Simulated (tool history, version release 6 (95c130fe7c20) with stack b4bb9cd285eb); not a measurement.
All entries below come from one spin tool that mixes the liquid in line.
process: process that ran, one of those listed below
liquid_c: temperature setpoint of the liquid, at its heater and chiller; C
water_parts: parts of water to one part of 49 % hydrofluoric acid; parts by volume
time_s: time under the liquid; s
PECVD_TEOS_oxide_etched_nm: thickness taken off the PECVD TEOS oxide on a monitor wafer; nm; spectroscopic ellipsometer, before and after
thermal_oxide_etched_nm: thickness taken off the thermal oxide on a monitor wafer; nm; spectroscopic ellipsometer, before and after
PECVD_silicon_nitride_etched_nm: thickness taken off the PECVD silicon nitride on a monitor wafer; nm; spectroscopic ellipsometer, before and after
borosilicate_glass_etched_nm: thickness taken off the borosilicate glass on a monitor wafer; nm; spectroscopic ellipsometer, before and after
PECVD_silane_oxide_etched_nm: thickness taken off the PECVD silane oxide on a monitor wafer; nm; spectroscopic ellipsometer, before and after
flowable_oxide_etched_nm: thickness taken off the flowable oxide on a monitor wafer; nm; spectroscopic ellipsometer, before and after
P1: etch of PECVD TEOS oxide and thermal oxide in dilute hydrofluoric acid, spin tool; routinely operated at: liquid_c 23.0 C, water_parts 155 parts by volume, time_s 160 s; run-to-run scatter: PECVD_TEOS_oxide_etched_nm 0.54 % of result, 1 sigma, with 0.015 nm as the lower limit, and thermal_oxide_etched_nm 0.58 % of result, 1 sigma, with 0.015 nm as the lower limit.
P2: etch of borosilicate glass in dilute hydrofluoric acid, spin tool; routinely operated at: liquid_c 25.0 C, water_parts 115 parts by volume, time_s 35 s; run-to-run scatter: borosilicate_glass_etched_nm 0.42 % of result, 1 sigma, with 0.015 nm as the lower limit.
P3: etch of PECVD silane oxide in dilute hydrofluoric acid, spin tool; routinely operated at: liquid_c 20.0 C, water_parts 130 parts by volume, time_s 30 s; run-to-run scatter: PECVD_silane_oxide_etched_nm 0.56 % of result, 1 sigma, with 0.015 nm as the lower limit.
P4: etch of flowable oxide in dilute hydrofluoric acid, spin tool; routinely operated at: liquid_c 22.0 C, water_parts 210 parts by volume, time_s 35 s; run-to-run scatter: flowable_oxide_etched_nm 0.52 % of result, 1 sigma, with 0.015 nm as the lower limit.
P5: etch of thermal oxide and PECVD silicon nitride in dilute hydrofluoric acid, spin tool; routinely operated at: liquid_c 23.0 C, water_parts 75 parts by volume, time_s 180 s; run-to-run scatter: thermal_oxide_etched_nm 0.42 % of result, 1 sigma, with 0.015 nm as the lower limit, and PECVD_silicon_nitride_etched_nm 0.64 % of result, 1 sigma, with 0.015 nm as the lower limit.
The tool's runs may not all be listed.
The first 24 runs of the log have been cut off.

run,hour,process,liquid_c,water_parts,time_s,PECVD_TEOS_oxide_etched_nm,thermal_oxide_etched_nm,PECVD_silicon_nitride_etched_nm,borosilicate_glass_etched_nm,PECVD_silane_oxide_etched_nm,flowable_oxide_etched_nm
25,169.0,P1,23.0,155,305,21.10800,8.44080,,,,
26,176.8,P2,25.0,165,35,,,,6.8332,,
27,185.5,P4,22.0,210,35,,,,,,3.9899
28,191.3,P3,20.0,130,60,,,,,11.9340,
29,198.9,P1,17.0,155,160,8.71550,3.55410,,,,
30,207.6,P4,22.0,210,35,,,,,,3.9860
31,214.0,P1,28.5,235,160,8.13730,3.25800,,,,
32,222.4,P1,23.0,155,85,5.87910,2.38050,,,,
33,228.8,P2,25.0,115,15,,,,4.4362,,
34,235.5,P4,22.0,120,35,,,,,,7.7396
35,241.5,P1,23.0,155,160,11.06700,4.43180,,,,
36,246.9,P1,23.0,155,160,11.37600,4.56840,,,,

Forecast run 37:
37,255.8,P1,23.0,155,160,?,?,,,,

Logged for run 37: PECVD_TEOS_oxide_etched_nm 11.59900 nm, thermal_oxide_etched_nm 4.70890 nm.

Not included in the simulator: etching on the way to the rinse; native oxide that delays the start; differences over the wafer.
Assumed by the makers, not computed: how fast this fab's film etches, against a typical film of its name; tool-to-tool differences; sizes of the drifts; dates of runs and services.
